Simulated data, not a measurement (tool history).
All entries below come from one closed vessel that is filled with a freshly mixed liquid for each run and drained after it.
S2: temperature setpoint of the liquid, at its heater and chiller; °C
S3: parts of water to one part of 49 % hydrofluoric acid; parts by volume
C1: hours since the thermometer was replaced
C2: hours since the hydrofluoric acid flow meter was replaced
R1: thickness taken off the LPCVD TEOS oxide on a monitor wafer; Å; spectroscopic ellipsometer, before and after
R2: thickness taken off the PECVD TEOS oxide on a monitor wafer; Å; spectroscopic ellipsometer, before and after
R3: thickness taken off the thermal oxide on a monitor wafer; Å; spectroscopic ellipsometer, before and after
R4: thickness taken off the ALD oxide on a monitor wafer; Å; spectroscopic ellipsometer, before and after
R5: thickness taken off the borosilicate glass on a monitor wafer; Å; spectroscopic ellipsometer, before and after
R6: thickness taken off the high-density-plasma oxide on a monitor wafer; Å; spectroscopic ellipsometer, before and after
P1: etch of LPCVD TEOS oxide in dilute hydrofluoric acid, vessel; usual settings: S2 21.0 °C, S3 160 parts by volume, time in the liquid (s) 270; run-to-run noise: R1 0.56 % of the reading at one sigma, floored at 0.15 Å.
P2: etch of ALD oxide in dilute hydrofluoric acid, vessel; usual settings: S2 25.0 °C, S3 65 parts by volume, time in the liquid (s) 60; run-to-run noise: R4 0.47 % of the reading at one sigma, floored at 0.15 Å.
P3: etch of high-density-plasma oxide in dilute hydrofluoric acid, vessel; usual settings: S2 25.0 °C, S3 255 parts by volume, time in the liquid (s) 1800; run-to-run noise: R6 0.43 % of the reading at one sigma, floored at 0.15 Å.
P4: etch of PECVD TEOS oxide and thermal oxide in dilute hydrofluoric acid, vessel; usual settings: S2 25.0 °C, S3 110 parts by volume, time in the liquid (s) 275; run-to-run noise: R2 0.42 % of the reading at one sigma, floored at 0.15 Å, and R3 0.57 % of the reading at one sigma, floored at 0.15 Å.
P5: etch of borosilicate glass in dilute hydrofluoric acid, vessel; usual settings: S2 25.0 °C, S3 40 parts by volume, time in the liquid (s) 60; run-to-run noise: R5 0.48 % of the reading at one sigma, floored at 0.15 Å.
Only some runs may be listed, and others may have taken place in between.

{"run": 1, "hour": 5.2, "process that ran": "P1", "S2": 21.0, "S3": 160, "time in the liquid (s)": 270, "C1": 840.4, "C2": 1479.1, "R1": 476.5}
{"run": 2, "hour": 14.1, "process that ran": "P4", "S2": 25.0, "S3": 110, "time in the liquid (s)": 60, "C1": 849.3, "C2": 1488.0, "R2": 67.886, "R3": 26.728}
{"run": 3, "hour": 18.1, "process that ran": "P2", "S2": 25.0, "S3": 65, "time in the liquid (s)": 60, "C1": 853.3, "C2": 1492.0, "R4": 268.31}
{"run": 4, "hour": 23.8, "process that ran": "P1", "S2": 21.0, "S3": 160, "time in the liquid (s)": 50, "C1": 859.0, "C2": 1497.7, "R1": 88.137}
{"run": 5, "hour": 31.2, "process that ran": "P5", "S2": 25.0, "S3": 40, "time in the liquid (s)": 60, "C1": 866.4, "C2": 1505.1, "R5": 519.12}
{"run": 6, "hour": 38.0, "process that ran": "P2", "S2": 30.5, "S3": 65, "time in the liquid (s)": 60, "C1": 873.2, "C2": 1511.9, "R4": 334.76}
{"run": 7, "hour": 46.9, "process that ran": "P4", "S2": 25.0, "S3": 110, "time in the liquid (s)": 275, "C1": 882.1, "C2": 1520.8, "R2": 312.24, "R3": 120.33}
{"run": 8, "hour": 54.3, "process that ran": "P5", "S2": 25.0, "S3": 40, "time in the liquid (s)": 60, "C1": 889.5, "C2": 1528.2, "R5": 516.45}
{"run": 9, "hour": 62.8, "process that ran": "P1", "S2": 21.0, "S3": 160, "time in the liquid (s)": 270, "C1": 898.0, "C2": 1536.7, "R1": 476.96}
{"run": 10, "hour": 69.2, "process that ran": "P1", "S2": 21.0, "S3": 160, "time in the liquid (s)": 270, "C1": 904.4, "C2": 1543.1, "R1": 473.74}
{"run": 11, "hour": 78.1, "process that ran": "P1", "S2": 28.5, "S3": 160, "time in the liquid (s)": 270, "C1": 913.3, "C2": 1552.0, "R1": 631.05}
{"run": 12, "hour": 82.5, "process that ran": "P1", "S2": 21.0, "S3": 255, "time in the liquid (s)": 270, "C1": 917.7, "C2": 1556.4, "R1": 271.7}
{"run": 13, "hour": 86.9, "process that ran": "P2", "S2": 25.0, "S3": 65, "time in the liquid (s)": 60, "C1": 922.1, "C2": 1560.8, "R4": 267.96}
{"run": 14, "hour": 94.6, "process that ran": "P3", "S2": 25.0, "S3": 255, "time in the liquid (s)": 1800, "C1": 929.8, "C2": 1568.5, "R6": 408.1}
{"run": 15, "hour": 99.3, "process that ran": "P3", "S2": 25.0, "S3": 255, "time in the liquid (s)": 1800, "C1": 934.5, "C2": 1573.2, "R6": 404.22}
{"run": 16, "hour": 103.3, "process that ran": "P1", "S2": 21.0, "S3": 75, "time in the liquid (s)": 270, "C1": 938.5, "C2": 1577.2, "R1": 1120.1}
{"run": 17, "hour": 108.1, "process that ran": "P4", "S2": 20.0, "S3": 110, "time in the liquid (s)": 275, "C1": 943.3, "C2": 1582.0, "R2": 257.39, "R3": 97.709}
{"run": 18, "hour": 115.6, "process that ran": "P1", "S2": 21.0, "S3": 160, "time in the liquid (s)": 455, "C1": 950.8, "C2": 1589.5, "R1": 802.05}
{"run": 19, "hour": 121.1, "process that ran": "P1", "S2": 21.0, "S3": 160, "time in the liquid (s)": 270, "C1": 956.3, "C2": 1595.0, "R1": 474.11}
{"run": 20, "hour": 126.2, "process that ran": "P5", "S2": 31.0, "S3": 40, "time in the liquid (s)": 60, "C1": 961.4, "C2": 1600.1, "R5": 667.62}
{"run": 21, "hour": 131.5, "process that ran": "P5", "S2": 25.0, "S3": 40, "time in the liquid (s)": 105, "C1": 966.7, "C2": 1605.4, "R5": 910.02}
{"run": 22, "hour": 138.0, "process that ran": "P3", "S2": 29.5, "S3": 255, "time in the liquid (s)": 1800, "C1": 973.2, "C2": 1611.9, "R6": 471.31}

What will run 23 give?
{"run": 23, "hour": 142.2, "process that ran": "P1", "S2": 17.0, "S3": 160, "time in the liquid (s)": 270, "C1": 977.4, "C2": 1616.1, "R1": "?"}

R1: 405.040 Å
